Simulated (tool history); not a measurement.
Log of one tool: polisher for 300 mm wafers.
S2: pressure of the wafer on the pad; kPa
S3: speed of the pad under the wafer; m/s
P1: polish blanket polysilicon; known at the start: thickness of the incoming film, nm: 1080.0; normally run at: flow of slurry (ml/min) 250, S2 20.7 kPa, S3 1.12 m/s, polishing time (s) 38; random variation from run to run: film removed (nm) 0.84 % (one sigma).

Run 1, hour 4.2: flow of slurry (ml/min) 250, S2 20.7 kPa, S3 1.12 m/s, polishing time (s) 38. Result: film removed (nm) 358.62.
Run 2, hour 12.2: flow of slurry (ml/min) 250, S2 20.7 kPa, S3 0.5 m/s, polishing time (s) 38. Result: film removed (nm) 160.62.
Run 3, hour 16.4: flow of slurry (ml/min) 250, S2 20.7 kPa, S3 1.12 m/s, polishing time (s) 51. Result: film removed (nm) 480.9.
Run 4, hour 23.8: flow of slurry (ml/min) 250, S2 20.7 kPa, S3 1.12 m/s, polishing time (s) 38. Result: film removed (nm) 357.54.
Run 5, hour 29.4: flow of slurry (ml/min) 250, S2 20.7 kPa, S3 1.12 m/s, polishing time (s) 38. Result: film removed (nm) 361.82.
Run 6, hour 34.5: flow of slurry (ml/min) 250, S2 20.7 kPa, S3 1.12 m/s, polishing time (s) 38. Result: film removed (nm) 352.65.
Run 7, hour 38.8: flow of slurry (ml/min) 250, S2 27.6 kPa, S3 1.12 m/s, polishing time (s) 54. Result: film removed (nm) 681.02.
Run 8, hour 45.8: flow of slurry (ml/min) 250, S2 20.7 kPa, S3 1.12 m/s, polishing time (s) 19. Result: film removed (nm) 178.83.
Run 9, hour 51.4: flow of slurry (ml/min) 325, S2 20.7 kPa, S3 1.12 m/s, polishing time (s) 56. Result: film removed (nm) 553.32.
Run 10, hour 55.6: flow of slurry (ml/min) 150, S2 20.7 kPa, S3 1.12 m/s, polishing time (s) 38. Result: film removed (nm) 333.37.
Run 11, hour 62.6: flow of slurry (ml/min) 250, S2 30.3 kPa, S3 1.12 m/s, polishing time (s) 38. Result: film removed (nm) 525.41.
Run 12, hour 68.8: flow of slurry (ml/min) 250, S2 20.7 kPa, S3 1.74 m/s, polishing time (s) 38. Result: film removed (nm) 561.42.
Run 13, hour 75.8: flow of slurry (ml/min) 330, S2 20.7 kPa, S3 1.12 m/s, polishing time (s) 38. Result: film removed (nm) 371.85.
Run 14, hour 81.1: flow of slurry (ml/min) 250, S2 20.7 kPa, S3 1.12 m/s, polishing time (s) 38. Result: film removed (nm) 360.11.
Run 15, hour 88.1: flow of slurry (ml/min) 250, S2 11.7 kPa, S3 1.12 m/s, polishing time (s) 38. Result: film removed (nm) 203.16.
Run 16, hour 94.8: flow of slurry (ml/min) 395, S2 13.1 kPa, S3 1.12 m/s, polishing time (s) 38. Result: film removed (nm) 238.29.
Run 17, hour 102.9: flow of slurry (ml/min) 250, S2 20.7 kPa, S3 1.12 m/s, polishing time (s) 38. Result: film removed (nm) 359.
Run 18, hour 107.2: flow of slurry (ml/min) 250, S2 20.7 kPa, S3 1.12 m/s, polishing time (s) 38. Result: film removed (nm) 356.04.
Run 19, hour 114.9: flow of slurry (ml/min) 250, S2 20.7 kPa, S3 1.12 m/s, polishing time (s) 38. Result: film removed (nm) 348.07.
Run 20, hour 120.8: flow of slurry (ml/min) 250, S2 20.7 kPa, S3 1.12 m/s, polishing time (s) 38. Result: film removed (nm) 344.25.
Run 21, hour 124.9: flow of slurry (ml/min) 250, S2 20.7 kPa, S3 1.12 m/s, polishing time (s) 38. Result: film removed (nm) 346.09.
Run 22, hour 130.8: flow of slurry (ml/min) 250, S2 20.7 kPa, S3 1.12 m/s, polishing time (s) 38. Result: film removed (nm) 340.14.
At hour 136.2: head pressure recalibrated.
Run 23, hour 137.5: flow of slurry (ml/min) 250, S2 20.7 kPa, S3 1.12 m/s, polishing time (s) 38. Result: film removed (nm) 340.68.
Run 24, hour 145: flow of slurry (ml/min) 250, S2 20.7 kPa, S3 1.12 m/s, polishing time (s) 38. Result: film removed (nm) 339.49.
Run 25, hour 152.4: flow of slurry (ml/min) 250, S2 20.7 kPa, S3 1.12 m/s, polishing time (s) 38. Result: film removed (nm) 344.5.

What P1 gives has crept away from where it was. These 2 causes fit the log equally well, each at the size given:
A: removal rate lost through wear of the pad, % = 5.65
B: slurry flow missing at the pad, % = 35.5
The creep began at about hour 102.9.
Why every other cause is out:
head's pressure below its setpoint, %: serviced at hour 136.2, which brought nothing back

4 check runs are offered, each on 3 wafers whose results are averaged, their results left as question marks. Which one tells the causes apart?
Run check 1, hour 159.8: flow of slurry (ml/min) 250, S2 20.7 kPa, S3 0.5 m/s, polishing time (s) 48. Result: film removed (nm) ?.
Run check 2, hour 159.8: flow of slurry (ml/min) 150, S2 20.7 kPa, S3 1.12 m/s, polishing time (s) 21. Result: film removed (nm) ?.
Run check 3, hour 159.8: flow of slurry (ml/min) 250, S2 20.7 kPa, S3 0.54 m/s, polishing time (s) 38. Result: film removed (nm) ?.
Run check 4, hour 159.8: flow of slurry (ml/min) 250, S2 20.7 kPa, S3 1.74 m/s, polishing time (s) 38. Result: film removed (nm) ?.

What each check would give under each cause:
  check             result    if A    if B
check 1  film removed (nm)  191.09   191.1
check 2  film removed (nm)  174.57  168.57
check 3  film removed (nm)  163.38  163.39
check 4  film removed (nm)  526.46  526.48
How far apart the two closest causes lie, in the result that separates them most: check 1 0 %; check 2 3.5 %; check 3 0 %; check 4 0 %
Check 2 tells the causes apart: in the others they would give nearly the same result.

Check 2 was then run and gave: film removed (nm) 173.18. Which cause is it?

It is A: removal rate lost through wear of the pad, %.
